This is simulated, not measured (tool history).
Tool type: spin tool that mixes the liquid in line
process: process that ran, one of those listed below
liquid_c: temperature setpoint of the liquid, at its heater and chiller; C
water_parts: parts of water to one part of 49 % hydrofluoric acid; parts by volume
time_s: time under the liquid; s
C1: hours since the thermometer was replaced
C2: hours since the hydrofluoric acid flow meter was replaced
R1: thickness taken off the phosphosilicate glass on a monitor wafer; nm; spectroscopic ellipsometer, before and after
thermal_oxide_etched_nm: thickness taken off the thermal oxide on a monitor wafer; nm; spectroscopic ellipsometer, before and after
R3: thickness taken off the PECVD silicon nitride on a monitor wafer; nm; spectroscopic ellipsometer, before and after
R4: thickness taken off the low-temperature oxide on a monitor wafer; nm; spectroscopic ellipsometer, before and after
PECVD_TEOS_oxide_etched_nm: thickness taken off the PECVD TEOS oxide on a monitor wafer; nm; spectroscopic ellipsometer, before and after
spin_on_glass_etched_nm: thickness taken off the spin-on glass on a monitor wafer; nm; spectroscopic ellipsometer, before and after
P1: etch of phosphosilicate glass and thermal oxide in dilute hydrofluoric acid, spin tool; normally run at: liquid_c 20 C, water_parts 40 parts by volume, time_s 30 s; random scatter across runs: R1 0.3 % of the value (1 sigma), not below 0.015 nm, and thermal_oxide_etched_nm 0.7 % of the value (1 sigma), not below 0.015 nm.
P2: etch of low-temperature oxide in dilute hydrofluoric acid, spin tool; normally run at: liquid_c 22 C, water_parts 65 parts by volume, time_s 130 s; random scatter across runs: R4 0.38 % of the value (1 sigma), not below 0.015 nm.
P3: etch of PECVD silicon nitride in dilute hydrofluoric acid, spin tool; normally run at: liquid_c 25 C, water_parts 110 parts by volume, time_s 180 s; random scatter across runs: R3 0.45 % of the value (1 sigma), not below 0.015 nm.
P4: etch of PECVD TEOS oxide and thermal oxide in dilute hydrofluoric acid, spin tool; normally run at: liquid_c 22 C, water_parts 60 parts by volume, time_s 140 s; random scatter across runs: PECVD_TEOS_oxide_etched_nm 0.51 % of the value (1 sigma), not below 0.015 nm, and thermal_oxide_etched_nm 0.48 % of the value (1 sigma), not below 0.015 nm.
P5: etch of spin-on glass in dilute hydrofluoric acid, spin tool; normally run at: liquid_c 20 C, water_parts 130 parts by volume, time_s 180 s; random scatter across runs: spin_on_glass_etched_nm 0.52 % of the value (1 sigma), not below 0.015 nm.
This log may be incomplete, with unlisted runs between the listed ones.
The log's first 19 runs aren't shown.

run 20 hour=284.6 | process=P5 liquid_c=17 water_parts=130 time_s=180 | C1=137 C2=163.1 | spin_on_glass_etched_nm=38.632
run 21 hour=297.5 | process=P1 liquid_c=20 water_parts=40 time_s=15 | C1=149.9 C2=176 | R1=67.703 thermal_oxide_etched_nm=1.577
run 22 hour=310.3 | process=P1 liquid_c=20 water_parts=60 time_s=30 | C1=162.7 C2=188.8 | R1=88.351 thermal_oxide_etched_nm=2.0462
run 23 hour=318.5 | process=P3 liquid_c=25 water_parts=170 time_s=180 | C1=170.9 C2=197 | R3=4.714
run 24 hour=333.6 | process=P4 liquid_c=22 water_parts=60 time_s=140 | C1=186 C2=212.1 | thermal_oxide_etched_nm=10.531 PECVD_TEOS_oxide_etched_nm=20.86
run 25 hour=348.3 | process=P4 liquid_c=22 water_parts=35 time_s=140 | C1=200.7 C2=226.8 | thermal_oxide_etched_nm=18.741 PECVD_TEOS_oxide_etched_nm=36.839
run 26 hour=361.5 | process=P3 liquid_c=25 water_parts=110 time_s=180 | C1=213.9 C2=240 | R3=7.2299
run 27 hour=375.1 | process=P1 liquid_c=20 water_parts=40 time_s=30 | C1=227.5 C2=253.6 | R1=134.97 thermal_oxide_etched_nm=3.1146
run 28 hour=387.2 | process=P5 liquid_c=20 water_parts=235 time_s=180 | C1=239.6 C2=265.7 | spin_on_glass_etched_nm=21.519

Predict the results of run 29:
run 29 hour=402.4 | process=P5 liquid_c=20 water_parts=130 time_s=325 | C1=254.8 C2=280.9 | spin_on_glass_etched_nm=?

spin_on_glass_etched_nm: 78.634 nm

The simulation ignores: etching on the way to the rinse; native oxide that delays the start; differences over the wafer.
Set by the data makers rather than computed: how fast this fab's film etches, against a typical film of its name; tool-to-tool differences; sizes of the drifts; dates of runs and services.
